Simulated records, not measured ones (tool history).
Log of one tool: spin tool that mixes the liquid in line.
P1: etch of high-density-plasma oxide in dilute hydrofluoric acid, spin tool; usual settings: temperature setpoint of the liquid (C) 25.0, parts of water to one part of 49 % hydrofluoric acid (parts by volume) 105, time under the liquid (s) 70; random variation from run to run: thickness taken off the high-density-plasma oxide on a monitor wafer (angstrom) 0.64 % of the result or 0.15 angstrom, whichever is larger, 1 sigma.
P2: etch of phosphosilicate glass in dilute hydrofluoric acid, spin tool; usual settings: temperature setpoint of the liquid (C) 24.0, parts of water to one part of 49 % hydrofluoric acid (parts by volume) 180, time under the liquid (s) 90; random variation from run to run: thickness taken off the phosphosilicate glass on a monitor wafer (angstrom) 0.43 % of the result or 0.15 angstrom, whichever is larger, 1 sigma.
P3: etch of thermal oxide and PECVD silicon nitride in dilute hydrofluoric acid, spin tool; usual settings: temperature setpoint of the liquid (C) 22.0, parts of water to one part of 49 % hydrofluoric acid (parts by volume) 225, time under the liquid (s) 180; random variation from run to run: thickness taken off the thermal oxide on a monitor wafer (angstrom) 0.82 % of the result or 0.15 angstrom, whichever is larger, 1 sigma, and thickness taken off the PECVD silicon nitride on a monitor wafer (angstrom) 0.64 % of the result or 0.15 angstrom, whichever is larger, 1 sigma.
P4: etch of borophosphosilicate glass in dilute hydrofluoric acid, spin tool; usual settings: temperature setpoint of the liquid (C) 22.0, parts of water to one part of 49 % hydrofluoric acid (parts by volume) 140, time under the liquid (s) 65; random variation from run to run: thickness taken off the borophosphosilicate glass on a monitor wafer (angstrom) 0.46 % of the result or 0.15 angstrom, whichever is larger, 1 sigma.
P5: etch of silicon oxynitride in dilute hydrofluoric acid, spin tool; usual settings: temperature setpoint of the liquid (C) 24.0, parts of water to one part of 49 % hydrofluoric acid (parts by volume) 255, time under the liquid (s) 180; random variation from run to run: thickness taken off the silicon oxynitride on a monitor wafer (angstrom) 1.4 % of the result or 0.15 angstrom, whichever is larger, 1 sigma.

run	hour	process that ran	temperature setpoint of the liquid (C)	parts of water to one part of 49 % hydrofluoric acid (parts by volume)	time under the liquid (s)	hours since the thermometer was replaced	hours since the hydrofluoric acid flow meter was replaced	thickness taken off the high-density-plasma oxide on a monitor wafer (angstrom)	thickness taken off the thermal oxide on a monitor wafer (angstrom)	thickness taken off the PECVD silicon nitride on a monitor wafer (angstrom)	thickness taken off the borophosphosilicate glass on a monitor wafer (angstrom)	thickness taken off the silicon oxynitride on a monitor wafer (angstrom)	thickness taken off the phosphosilicate glass on a monitor wafer (angstrom)
1	10.9	P1	25.0	105	70	264.7	593.4	41.739					
2	22.4	P3	22.0	225	15	276.2	604.9		2.5815	3.0764			
3	30.2	P1	25.0	105	70	284.0	612.7	41.767					
4	39.5	P1	20.0	105	70	293.3	622.0	34.226					
5	47.6	P4	17.0	140	65	301.4	630.1				149.410		
6	54.1	P4	22.0	140	65	307.9	636.6				181.680		
7	63.3	P1	25.0	30	70	317.1	645.8	161.150					
8	69.2	P1	25.0	105	70	323.0	651.7	41.911					
9	81.1	P4	22.0	45	65	334.9	663.6				640.270		
10	89.2	P1	25.0	105	70	343.0	671.7	41.636					
11	95.0	P5	24.0	255	180	348.8	677.5					18.380	
12	104.9	P3	22.0	55	180	358.7	687.4		152.4700	142.2700			
13	113.0	P5	24.0	255	270	366.8	695.5					28.496	
14	121.8	P1	25.0	180	70	375.6	704.3	22.478					
15	128.2	P1	32.5	105	105	382.0	710.7	83.094					
16	134.3	P3	22.0	225	180	388.1	716.8		30.4690	36.0310			
17	142.8	P3	22.0	225	180	396.6	725.3		31.3240	35.9220			
18	149.7	P2	24.0	180	40	403.5	732.2						219.43
19	156.3	P1	25.0	105	130	410.1	738.8	77.000					
20	164.8	P4	22.0	140	20	418.6	747.3				55.897		
21	171.3	P2	24.0	180	90	425.1	753.8						495.37
22	179.7	P3	30.0	225	180	433.5	762.2		41.3960	58.0500			
23	186.3	P5	17.0	255	180	440.1	768.8					13.933	
24	193.8	P5	24.0	60	180	447.6	776.3					91.513	
25	205.5	P1	25.0	35	100	459.3	788.0	195.600					
26	216.6	P2	24.0	180	90	470.4	799.1						494.86
27	225.6	P2	24.0	295	90	479.4	808.1						265.96
# hour 230.3: thermometer replaced
28	237.7	P4	22.0	140	65	7.4	820.2				182.590		
# hour 245.7: hydrofluoric acid flow meter replaced
29	249.9	P1	25.0	105	40	19.6	4.3	23.683					
30	256.2	P1	25.0	105	70	25.9	10.6	42.235					
31	263.9	P1	25.0	155	30	33.6	18.3	11.486					
32	270.6	P1	31.0	105	70	40.3	25.0	52.107					
33	279.7	P2	29.5	180	90	49.4	34.1						608.05
34	286.9	P1	25.0	105	70	56.6	41.3	42.150					
35	292.7	P1	25.0	105	70	62.4	47.1	40.420					
36	300.9	P1	25.0	105	70	70.6	55.3	39.610					
37	308.0	P1	25.0	105	70	77.7	62.4	38.867					
38	313.6	P1	25.0	105	70	83.3	68.0	38.430					
39	320.0	P1	25.0	105	70	89.7	74.4	37.735					
40	331.1	P1	25.0	105	70	100.8	85.5	38.032					
41	342.3	P1	25.0	105	70	112.0	96.7	38.277					

What P1 gives has crept away from where it was. These 2 causes fit the log equally well, each at the size given:
A: hydrofluoric acid flow below the setpoint (%) = 8
B: liquid colder than its thermometer reads (K) = 2.4
The creep began at about hour 286.9.

4 check runs are offered, one wafer each, their results left as question marks. Which one tells the causes apart?
check 1	353.5	P3	22.0	225	180				?	?			
check 2	353.5	P4	22.0	140	65						?		
check 3	353.5	P5	24.0	255	180							?	
check 4	353.5	P2	24.0	180	90								?

What each check would give under each cause:
check	result	if A	if B
check 1	thickness taken off the thermal oxide on a monitor wafer (angstrom)	27.8710	28.2150
check 1	thickness taken off the PECVD silicon nitride on a monitor wafer (angstrom)	33.0960	30.7580
check 2	thickness taken off the borophosphosilicate glass on a monitor wafer (angstrom)	165.810	166.040
check 3	thickness taken off the silicon oxynitride on a monitor wafer (angstrom)	16.957	16.848
check 4	thickness taken off the phosphosilicate glass on a monitor wafer (angstrom)	447.85	452.08
How far apart the two closest causes lie, in the result that separates them most: check 1 7.33 %; check 2 0.13 %; check 3 0.64 %; check 4 0.94 %
Only check 1 tells the causes apart: in the others they would give nearly the same result.

Check 1 was then run and gave: thickness taken off the thermal oxide on a monitor wafer (angstrom) 28.1200; thickness taken off the PECVD silicon nitride on a monitor wafer (angstrom) 30.4320. Which cause is it?

It is B: liquid colder than its thermometer reads (K).
